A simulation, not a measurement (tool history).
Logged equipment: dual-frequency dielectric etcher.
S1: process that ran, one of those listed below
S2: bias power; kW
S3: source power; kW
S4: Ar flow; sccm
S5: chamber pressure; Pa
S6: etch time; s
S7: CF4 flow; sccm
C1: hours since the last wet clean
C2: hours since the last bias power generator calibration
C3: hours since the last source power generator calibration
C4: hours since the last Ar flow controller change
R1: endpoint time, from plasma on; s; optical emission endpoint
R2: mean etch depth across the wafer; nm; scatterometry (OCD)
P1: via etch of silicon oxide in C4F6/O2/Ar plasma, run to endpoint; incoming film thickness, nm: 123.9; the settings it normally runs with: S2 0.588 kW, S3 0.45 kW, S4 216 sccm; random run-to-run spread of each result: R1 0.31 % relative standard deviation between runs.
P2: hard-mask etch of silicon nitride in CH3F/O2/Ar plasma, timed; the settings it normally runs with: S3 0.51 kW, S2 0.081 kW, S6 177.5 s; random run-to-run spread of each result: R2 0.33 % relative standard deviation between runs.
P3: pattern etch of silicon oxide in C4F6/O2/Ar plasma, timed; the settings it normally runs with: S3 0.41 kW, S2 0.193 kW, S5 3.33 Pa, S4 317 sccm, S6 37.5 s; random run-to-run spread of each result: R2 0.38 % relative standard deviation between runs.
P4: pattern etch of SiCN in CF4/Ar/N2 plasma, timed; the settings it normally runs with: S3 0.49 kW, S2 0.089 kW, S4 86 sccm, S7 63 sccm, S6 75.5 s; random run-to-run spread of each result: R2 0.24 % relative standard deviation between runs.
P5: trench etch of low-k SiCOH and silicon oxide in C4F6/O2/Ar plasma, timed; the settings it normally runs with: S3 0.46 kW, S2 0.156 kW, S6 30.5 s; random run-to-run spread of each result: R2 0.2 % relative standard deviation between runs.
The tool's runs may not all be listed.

run	hour	S1	S2	S3	S4	S5	S6	S7	C1	C2	C3	C4	R1	R2
1	4.3	P1	0.588	0.45	216				354	1961.5	939.9	1399.2	23.485	
2	9	P3	0.193	0.41	317	3.33	47.5		358.7	1966.2	944.6	1403.9		156.05
3	12.4	P3	0.193	0.55	317	3.33	37.5		362.1	1969.6	948	1407.3		138.27
4	16.7	P5	0.156	0.46			41		366.4	1973.9	952.3	1411.6		130.35
5	21.6	P3	0.193	0.41	317	3.33	37.5		371.3	1978.8	957.2	1416.5		122.79
6	23.8	P2	0.06	0.51			177.5		373.5	1981	959.4	1418.7		128.76
7	26	P4	0.089	0.49	86		75.5	63	375.7	1983.2	961.6	1420.9		78.572
# hour 29: source power generator calibrated
8	29.3	P5	0.112	0.46			30.5		379	1986.5	0.4	1424.2		87.73
9	33.3	P2	0.081	0.51			137		383	1990.5	4.4	1428.2		109.78
10	36.3	P2	0.081	0.38			177.5		386	1993.5	7.4	1431.2		127.19
11	39.7	P1	0.588	0.45	216				389.4	1996.9	10.8	1434.6	23.555	
12	43.6	P4	0.089	0.49	112		75.5	63	393.3	2000.8	14.7	1438.5		75.471
13	46.1	P1	0.588	0.45	216				395.8	2003.3	17.2	1441	23.44	
14	50	P1	0.588	0.45	216				399.7	2007.2	21.1	1444.9	23.282	
15	54.8	P4	0.089	0.49	86		58	63	404.5	2012	25.9	1449.7		60.029
16	59.3	P1	0.588	0.45	165				409	2016.5	30.4	1454.2	22.677	
17	61.6	P1	0.428	0.45	216				411.3	2018.8	32.7	1456.5	26.512	
18	63.8	P4	0.089	0.49	86		75.5	90	413.5	2021	34.9	1458.7		82.481
19	66.5	P1	0.588	0.58	216				416.2	2023.7	37.6	1461.4	21.237	
20	68.8	P1	0.768	0.35	216				418.5	2026	39.9	1463.7	23.119	
21	71.5	P2	0.081	0.51			177.5		421.2	2028.7	42.6	1466.4		141.92
22	75.1	P1	0.38	0.45	177				424.8	2032.3	46.2	1470	26.898	
23	78.3	P1	0.588	0.58	294				428	2035.5	49.4	1473.2	21.92	
24	82.3	P1	0.588	0.45	216				432	2039.5	53.4	1477.2	23.377	
# hour 83.5: Ar flow controller replaced
25	86.6	P4	0.119	0.49	86		75.5	63	436.3	2043.8	57.7	3.1		87.34
26	91.5	P1	0.588	0.34	216				441.2	2048.7	62.6	8	25.934	
27	95.6	P3	0.193	0.41	317	4.2	37.5		445.3	2052.8	66.7	12.1		119.35
28	99.9	P5	0.156	0.46			30.5		449.6	2057.1	71	16.4		96.445
29	102.5	P2	0.081	0.51			177.5		452.2	2059.7	73.6	19		141.66
30	105.6	P5	0.156	0.56			30.5		455.3	2062.8	76.7	22.1		104.67
31	109.9	P4	0.089	0.6	86		75.5	63	459.6	2067.1	81	26.4		93.716
32	114.1	P1	0.588	0.45	273				463.8	2071.3	85.2	30.6	24.008	
33	119	P3	0.193	0.41	401	3.33	37.5		468.7	2076.2	90.1	35.5		119.94
34	123.9	P1	0.797	0.45	216				473.6	2081.1	95	40.4	20.769	
35	128.5	P4	0.089	0.49	86		75.5	63	478.2	2085.7	99.6	45		78.207
36	132.1	P1	0.588	0.45	216				481.8	2089.3	103.2	48.6	23.386	
37	136.8	P1	0.588	0.45	216				486.5	2094	107.9	53.3	23.424	
38	139.8	P3	0.152	0.41	317	3.33	37.5		489.5	2097	110.9	56.3		114.72
39	143.2	P1	0.588	0.45	216				492.9	2100.4	114.3	59.7	23.383	
40	145.6	P1	0.588	0.45	216				495.3	2102.8	116.7	62.1	23.361	
41	150.4	P1	0.588	0.45	216				500.1	2107.6	121.5	66.9	23.338	
42	154.8	P1	0.588	0.45	216				504.5	2112	125.9	71.3	23.171	
43	157.4	P1	0.588	0.45	216				507.1	2114.6	128.5	73.9	23.129	
44	160.7	P1	0.588	0.45	216				510.4	2117.9	131.8	77.2	23.067	
45	164.3	P1	0.588	0.45	216				514	2121.5	135.4	80.8	23.111	
# hour 166.5: Ar flow controller replaced
46	167.1	P1	0.588	0.45	216				516.8	2124.3	138.2	0.7	23.049	
# hour 167.2: wet clean of the chamber
47	170.2	P1	0.588	0.45	216				3	2127.4	141.3	3.8	23.057	
48	172.6	P1	0.588	0.45	216				5.4	2129.8	143.7	6.2	23.122	
49	176	P1	0.588	0.45	216				8.8	2133.2	147.1	9.6	23.175	

Compared with where it was, what P1 gives has crept away. Each cause listed below fits the log as well as the rest, at the size given for it:
A: bias power that arrives over what is set, % = 4.09
B: source power that arrives over what is set, % = 4.26
The process output started creeping at around hour 143.2.
Other possible causes, and why each is ruled out:
chamber walls in a state that raises the etch rate, %: serviced at hour 167.2, which brought nothing back
Ar flow that arrives under what is set, %: serviced at hour 166.5, which brought nothing back

Of the 4 check runs listed below, each run on one wafer and each result written as a question mark, which would let you distinguish the listed causes because they would give clearly different results?
check 1	179.4	P5	0.156	0.46			30.5							?
check 2	179.4	P4	0.089	0.49	86		75.5	63						?
check 3	179.4	P2	0.081	0.51			177.5							?
check 4	179.4	P3	0.193	0.41	317	3.33	37.5							?

What every check run would give for each of its results, assuming each possible cause in turn:
check	result	if A	if B
check 1	R2	97.915	98.334
check 2	R2	79.464	81.243
check 3	R2	144.25	144.52
check 4	R2	124.77	125.19
Gap, in per cent, between the two causes that each check separates least, read from the result that separates them most: check 1 0.43 %; check 2 2.21 %; check 3 0.19 %; check 4 0.33 %
Only in check 2 would the causes give clearly different results; in the remaining checks their results would be nearly the same.

Then check 2 was run and gave: R2 81.388 nm. Which cause is it?

The correct cause is B, namely: source power that arrives over what is set, %.
